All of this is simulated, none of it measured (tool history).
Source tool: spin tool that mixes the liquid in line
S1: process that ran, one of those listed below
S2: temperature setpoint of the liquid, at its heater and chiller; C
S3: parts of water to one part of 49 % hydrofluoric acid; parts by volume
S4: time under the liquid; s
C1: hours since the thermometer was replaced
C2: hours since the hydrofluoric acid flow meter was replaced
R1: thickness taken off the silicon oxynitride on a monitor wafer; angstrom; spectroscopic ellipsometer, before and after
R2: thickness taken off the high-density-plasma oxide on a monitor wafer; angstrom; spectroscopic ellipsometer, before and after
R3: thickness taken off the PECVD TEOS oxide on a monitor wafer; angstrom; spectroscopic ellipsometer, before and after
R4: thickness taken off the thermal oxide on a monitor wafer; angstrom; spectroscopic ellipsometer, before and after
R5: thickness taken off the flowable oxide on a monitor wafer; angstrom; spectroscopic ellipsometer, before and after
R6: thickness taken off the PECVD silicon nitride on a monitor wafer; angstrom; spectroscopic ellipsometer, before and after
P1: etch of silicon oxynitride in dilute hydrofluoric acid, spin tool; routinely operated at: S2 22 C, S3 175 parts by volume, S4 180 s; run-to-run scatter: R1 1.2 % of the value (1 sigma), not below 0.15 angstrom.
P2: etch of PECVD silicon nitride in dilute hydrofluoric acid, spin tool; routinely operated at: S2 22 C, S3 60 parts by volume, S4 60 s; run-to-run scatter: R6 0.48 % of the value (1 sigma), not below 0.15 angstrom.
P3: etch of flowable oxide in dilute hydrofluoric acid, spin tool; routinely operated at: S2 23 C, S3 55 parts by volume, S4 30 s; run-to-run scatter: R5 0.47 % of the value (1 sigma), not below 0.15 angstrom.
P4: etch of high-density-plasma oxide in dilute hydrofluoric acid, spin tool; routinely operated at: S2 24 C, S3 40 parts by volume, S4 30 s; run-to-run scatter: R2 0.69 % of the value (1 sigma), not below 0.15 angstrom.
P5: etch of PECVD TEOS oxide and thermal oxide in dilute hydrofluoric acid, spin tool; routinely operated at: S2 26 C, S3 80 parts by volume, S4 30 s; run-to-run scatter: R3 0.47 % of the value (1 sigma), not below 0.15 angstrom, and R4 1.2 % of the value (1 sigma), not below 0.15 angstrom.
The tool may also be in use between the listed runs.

Run 1, hour 5.1: S1 P1, S2 22 C, S3 175 parts by volume, S4 180 s; C1 695.6; C2 587.7. Result: R1 19.227 angstrom.
Run 2, hour 15.7: S1 P4, S2 24 C, S3 40 parts by volume, S4 30 s; C1 706.2; C2 598.3. Result: R2 41.379 angstrom.
Run 3, hour 25.5: S1 P4, S2 24 C, S3 40 parts by volume, S4 30 s; C1 716; C2 608.1. Result: R2 41.717 angstrom.
Run 4, hour 32.7: S1 P5, S2 26 C, S3 30 parts by volume, S4 30 s; C1 723.2; C2 615.3. Result: R3 213.7 angstrom, R4 56.005 angstrom.
Run 5, hour 43.2: S1 P1, S2 22 C, S3 175 parts by volume, S4 180 s; C1 733.7; C2 625.8. Result: R1 18.853 angstrom.
Run 6, hour 53.8: S1 P5, S2 26 C, S3 80 parts by volume, S4 30 s; C1 744.3; C2 636.4. Result: R3 74.582 angstrom, R4 19.204 angstrom.
Run 7, hour 60.8: S1 P1, S2 17 C, S3 175 parts by volume, S4 180 s; C1 751.3; C2 643.4. Result: R1 14.941 angstrom.
Run 8, hour 66.7: S1 P1, S2 22 C, S3 45 parts by volume, S4 50 s; C1 757.2; C2 649.3. Result: R1 22.395 angstrom.
Run 9, hour 77.7: S1 P3, S2 17 C, S3 55 parts by volume, S4 30 s; C1 768.2; C2 660.3. Result: R5 176.48 angstrom.
Run 10, hour 87.2: S1 P1, S2 22 C, S3 175 parts by volume, S4 60 s; C1 777.7; C2 669.8. Result: R1 6.6261 angstrom.
At hour 94.1: thermometer replaced.
Run 11, hour 97: S1 P2, S2 22 C, S3 60 parts by volume, S4 60 s; C1 3; C2 679.6. Result: R6 45.526 angstrom.
Run 12, hour 104.1: S1 P3, S2 23 C, S3 25 parts by volume, S4 30 s; C1 10.1; C2 686.7. Result: R5 520.65 angstrom.
Run 13, hour 109.6: S1 P3, S2 23 C, S3 55 parts by volume, S4 30 s; C1 15.6; C2 692.2. Result: R5 229.15 angstrom.
Run 14, hour 115.2: S1 P5, S2 26 C, S3 80 parts by volume, S4 15 s; C1 21.2; C2 697.8. Result: R3 37.156 angstrom, R4 9.9534 angstrom.
Run 15, hour 126.4: S1 P5, S2 26 C, S3 80 parts by volume, S4 30 s; C1 32.4; C2 709. Result: R3 74.636 angstrom, R4 19.567 angstrom.
Run 16, hour 134.6: S1 P1, S2 22 C, S3 175 parts by volume, S4 180 s; C1 40.6; C2 717.2. Result: R1 18.975 angstrom.
Run 17, hour 142.7: S1 P1, S2 22 C, S3 175 parts by volume, S4 180 s; C1 48.7; C2 725.3. Result: R1 19.445 angstrom.
Run 18, hour 148.2: S1 P1, S2 28 C, S3 245 parts by volume, S4 180 s; C1 54.2; C2 730.8. Result: R1 16.659 angstrom.
Run 19, hour 158.3: S1 P1, S2 22 C, S3 175 parts by volume, S4 335 s; C1 64.3; C2 740.9. Result: R1 34.721 angstrom.
Run 20, hour 165.8: S1 P2, S2 22 C, S3 100 parts by volume, S4 60 s; C1 71.8; C2 748.4. Result: R6 27.621 angstrom.
Run 21, hour 174.8: S1 P1, S2 22 C, S3 70 parts by volume, S4 180 s; C1 80.8; C2 757.4. Result: R1 50.629 angstrom.
Run 22, hour 181.3: S1 P1, S2 26 C, S3 175 parts by volume, S4 180 s; C1 87.3; C2 763.9. Result: R1 22.57 angstrom.
Run 23, hour 191.9: S1 P4, S2 18 C, S3 40 parts by volume, S4 30 s; C1 97.9; C2 774.5. Result: R2 31.876 angstrom.
Run 24, hour 199.2: S1 P3, S2 23 C, S3 55 parts by volume, S4 55 s; C1 105.2; C2 781.8. Result: R5 417.45 angstrom.
Run 25, hour 208.5: S1 P3, S2 23 C, S3 55 parts by volume, S4 30 s; C1 114.5; C2 791.1. Result: R5 226.86 angstrom.
Run 26, hour 219.3: S1 P4, S2 24 C, S3 40 parts by volume, S4 60 s; C1 125.3; C2 801.9. Result: R2 82.614 angstrom.
Run 27, hour 225.6: S1 P5, S2 20.5 C, S3 80 parts by volume, S4 30 s; C1 131.6; C2 808.2. Result: R3 59.568 angstrom, R4 15.527 angstrom.
Run 28, hour 233.9: S1 P4, S2 24 C, S3 70 parts by volume, S4 30 s; C1 139.9; C2 816.5. Result: R2 22.244 angstrom.
Run 29, hour 244.7: S1 P2, S2 17 C, S3 60 parts by volume, S4 60 s; C1 150.7; C2 827.3. Result: R6 32.062 angstrom.
Run 30, hour 250.9: S1 P2, S2 22 C, S3 60 parts by volume, S4 25 s; C1 156.9; C2 833.5. Result: R6 19.035 angstrom.
Run 31, hour 256.6: S1 P1, S2 22 C, S3 175 parts by volume, S4 180 s; C1 162.6; C2 839.2. Result: R1 19.076 angstrom.
Run 32, hour 263.5: S1 P1, S2 22 C, S3 320 parts by volume, S4 180 s; C1 169.5; C2 846.1. Result: R1 9.6656 angstrom.
Run 33, hour 269.2: S1 P1, S2 22 C, S3 175 parts by volume, S4 180 s; C1 175.2; C2 851.8. Result: R1 19.035 angstrom.
Run 34, hour 276.8: S1 P1, S2 22 C, S3 175 parts by volume, S4 180 s; C1 182.8; C2 859.4. Result: R1 19.665 angstrom.
Run 35, hour 282.2: S1 P1, S2 22 C, S3 175 parts by volume, S4 180 s; C1 188.2; C2 864.8. Result: R1 20.056 angstrom.
Run 36, hour 288.2: S1 P1, S2 22 C, S3 175 parts by volume, S4 180 s; C1 194.2; C2 870.8. Result: R1 19.989 angstrom.
Run 37, hour 296.7: S1 P1, S2 22 C, S3 175 parts by volume, S4 180 s; C1 202.7; C2 879.3. Result: R1 20.222 angstrom.
Run 38, hour 302.1: S1 P1, S2 22 C, S3 175 parts by volume, S4 180 s; C1 208.1; C2 884.7. Result: R1 20.268 angstrom.
Run 39, hour 309: S1 P1, S2 22 C, S3 175 parts by volume, S4 180 s; C1 215; C2 891.6. Result: R1 20.361 angstrom.
Run 40, hour 316.7: S1 P1, S2 22 C, S3 175 parts by volume, S4 180 s; C1 222.7; C2 899.3. Result: R1 20.258 angstrom.
Run 41, hour 324.7: S1 P1, S2 22 C, S3 175 parts by volume, S4 180 s; C1 230.7; C2 907.3. Result: R1 20.686 angstrom.
Run 42, hour 331.2: S1 P1, S2 22 C, S3 175 parts by volume, S4 180 s; C1 237.2; C2 913.8. Result: R1 20.576 angstrom.
Run 43, hour 340.4: S1 P1, S2 22 C, S3 175 parts by volume, S4 180 s; C1 246.4; C2 923. Result: R1 20.898 angstrom.
Run 44, hour 345.4: S1 P1, S2 22 C, S3 175 parts by volume, S4 180 s; C1 251.4; C2 928. Result: R1 20.258 angstrom.

The log shows P1 creeping away from where it was. Any of the 2 causes listed here, at the size stated for it, fits the log just as well as the others:
A: liquid hotter than its thermometer reads (K) = 1.87
B: hydrofluoric acid flow above the setpoint (%) = 7.87
The drift started at roughly hour 269.2.

4 check runs are offered, one wafer each, their results left as question marks. Which one tells the causes apart?
Run check 1, hour 350.4: S1 P4, S2 24 C, S3 40 parts by volume, S4 30 s. Result: R2 ?.
Run check 2, hour 350.4: S1 P2, S2 22 C, S3 60 parts by volume, S4 60 s. Result: R6 ?.
Run check 3, hour 350.4: S1 P5, S2 26 C, S3 80 parts by volume, S4 30 s. Result: R3 ?, R4 ?.
Run check 4, hour 350.4: S1 P3, S2 23 C, S3 55 parts by volume, S4 30 s. Result: R5 ?.

Predicted outcomes, by check and by cause:
  check  result    if A    if B
check 1      R2   44.78  44.901
check 2      R6  51.849    49.2
check 3      R3  80.352  81.184
check 3      R4  21.154  21.373
check 4      R5   245.8  246.83
Per-check spread between the two closest causes, in the result where they differ most: check 1 0.27 %; check 2 5.24 %; check 3 1.03 %; check 4 0.42 %
Check 2 distinguishes between the causes, while the remaining checks would return nearly the same result for all of them.

The results of check 2 are: R6 49.269 angstrom. Based on these, which of the listed causes is it?

It was cause B: hydrofluoric acid flow above the setpoint (%).
